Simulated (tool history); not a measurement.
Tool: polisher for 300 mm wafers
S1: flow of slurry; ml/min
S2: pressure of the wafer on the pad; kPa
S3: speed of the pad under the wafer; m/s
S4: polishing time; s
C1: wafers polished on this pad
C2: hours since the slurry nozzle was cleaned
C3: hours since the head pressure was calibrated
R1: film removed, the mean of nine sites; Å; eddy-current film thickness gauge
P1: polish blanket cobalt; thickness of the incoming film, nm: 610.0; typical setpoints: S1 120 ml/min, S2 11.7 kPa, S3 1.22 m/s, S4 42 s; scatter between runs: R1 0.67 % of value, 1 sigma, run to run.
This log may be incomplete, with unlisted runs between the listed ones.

| run | day | S1 | S2 | S3 | S4 | C1 | C2 | C3 | R1 |
|---|---|---|---|---|---|---|---|---|---|
| 1 | 0.562 | 120 | 11.7 | 1.22 | 42 | 219 | 180.7 | 205.2 | 2410.3 |
| 2 | 1.079 | 120 | 11.7 | 0.60 | 42 | 341 | 193.1 | 217.6 | 1190.5 |
| 3 | 1.679 | 165 | 11.7 | 1.22 | 42 | 483 | 207.5 | 232.0 | 2545.6 |
| 4 | 2.154 | 120 | 11.7 | 1.22 | 24 | 595 | 218.9 | 243.4 | 1365.0 |
| 5 | 2.717 | 85 | 11.7 | 1.66 | 42 | 727 | 232.4 | 256.9 | 2991.3 |
| 6 | 2.979 | 150 | 11.7 | 1.22 | 57 | 789 | 238.7 | 263.2 | 3399.2 |
| 7 | 3.362 | 120 | 11.7 | 1.22 | 42 | 880 | 247.9 | 272.4 | 2385.1 |
| 8 | 3.908 | 120 | 11.7 | 1.88 | 42 | 1008 | 261.0 | 285.5 | 3707.5 |
| 9 | 4.288 | 120 | 11.7 | 1.22 | 67 | 1098 | 270.1 | 294.6 | 3828.6 |
| 10 | 4.646 | 120 | 11.7 | 1.22 | 42 | 1182 | 278.7 | 303.2 | 2406.3 |
| 11 | 5.129 | 70 | 11.7 | 1.22 | 23 | 1296 | 290.3 | 314.8 | 1139.5 |
| 12 | 5.704 | 120 | 15.9 | 1.22 | 42 | 1432 | 304.1 | 328.6 | 3237.2 |
| 13 | 6.154 | 70 | 11.7 | 1.22 | 42 | 1538 | 314.9 | 339.4 | 2098.4 |
| 14 | 6.617 | 120 | 5.5 | 1.22 | 42 | 1647 | 326.0 | 350.5 | 1135.3 |
| 15 | 7.092 | 120 | 11.7 | 1.22 | 42 | 1759 | 337.4 | 361.9 | 2406.9 |
| 16 | 7.671 | 120 | 11.7 | 1.22 | 42 | 1896 | 351.3 | 375.8 | 2390.1 |
| 17 | 8.038 | 120 | 11.7 | 1.22 | 42 | 1982 | 360.1 | 384.6 | 2357.9 |
| 18 | 8.342 | 120 | 11.7 | 1.22 | 42 | 2054 | 367.4 | 391.9 | 2284.1 |
| 19 | 8.908 | 120 | 11.7 | 1.22 | 42 | 2187 | 381.0 | 405.5 | 2256.5 |
| 20 | 9.183 | 120 | 11.7 | 1.22 | 42 | 2252 | 387.6 | 412.1 | 2217.5 |
| 21 | 9.746 | 120 | 11.7 | 1.22 | 42 | 2385 | 401.1 | 425.6 | 2196.3 |
| 22 | 10.171 | 120 | 11.7 | 1.22 | 42 | 2485 | 411.3 | 435.8 | 2209.4 |
| 23 | 10.775 | 120 | 11.7 | 1.22 | 42 | 2628 | 425.8 | 450.3 | 2175.4 |
| 24 | 11.054 | 120 | 11.7 | 1.22 | 42 | 2693 | 432.5 | 457.0 | 2184.3 |
|  | 11.175 | worn pad replaced by a new one |
| 25 | 11.617 | 120 | 11.7 | 1.22 | 42 | 104 | 446.0 | 470.5 | 2154.2 |
| 26 | 12.033 | 120 | 11.7 | 1.22 | 42 | 203 | 456.0 | 480.5 | 2187.0 |
| 27 | 12.458 | 120 | 11.7 | 1.22 | 42 | 303 | 466.2 | 490.7 | 2164.1 |

P1 has crept away from where it was. The log is fitted equally well by each of these 2 causes, at the sizes shown:
A: head's pressure below its setpoint, % = 9.7
B: slurry flow missing at the pad, % = 33.1
The process output started creeping at around day 7.671.
Each remaining cause and why it is not a fit:
removal rate lost through wear of the pad, %: serviced after onset, at day 11.175, with no recovery of the prior output

Below are 4 check runs, each on a single wafer, with their results shown as question marks. Which of them would tell the listed causes apart, meaning the causes would give clearly different results under it?
| check 1 | 12.883 | 70 | 11.7 | 1.62 | 42 |  |  |  | ? |
| check 2 | 12.883 | 120 | 11.7 | 0.64 | 55 |  |  |  | ? |
| check 3 | 12.883 | 120 | 6.2 | 1.22 | 61 |  |  |  | ? |
| check 4 | 12.883 | 120 | 14.5 | 0.62 | 42 |  |  |  | ? |

Expected result of each check under each candidate cause:
| check | result | if A | if B |
|---|---|---|---|
| check 1 | R1 | 2486.9 | 2346.9 |
| check 2 | R1 | 1488.1 | 1488.3 |
| check 3 | R1 | 1665.6 | 1665.9 |
| check 4 | R1 | 1359.9 | 1360.1 |
Per check, the gap between the least separated pair of causes, taken in the result that splits them most: check 1 5.79 %; check 2 0.02 %; check 3 0.02 %; check 4 0.02 %
The other checks would show nearly matching results whichever cause is true, so check 1 is the only one that separates the causes.

After running check 1, the following was obtained: R1 2495.1 Å. Which cause does this point to?

It was cause A: head's pressure below its setpoint, %.
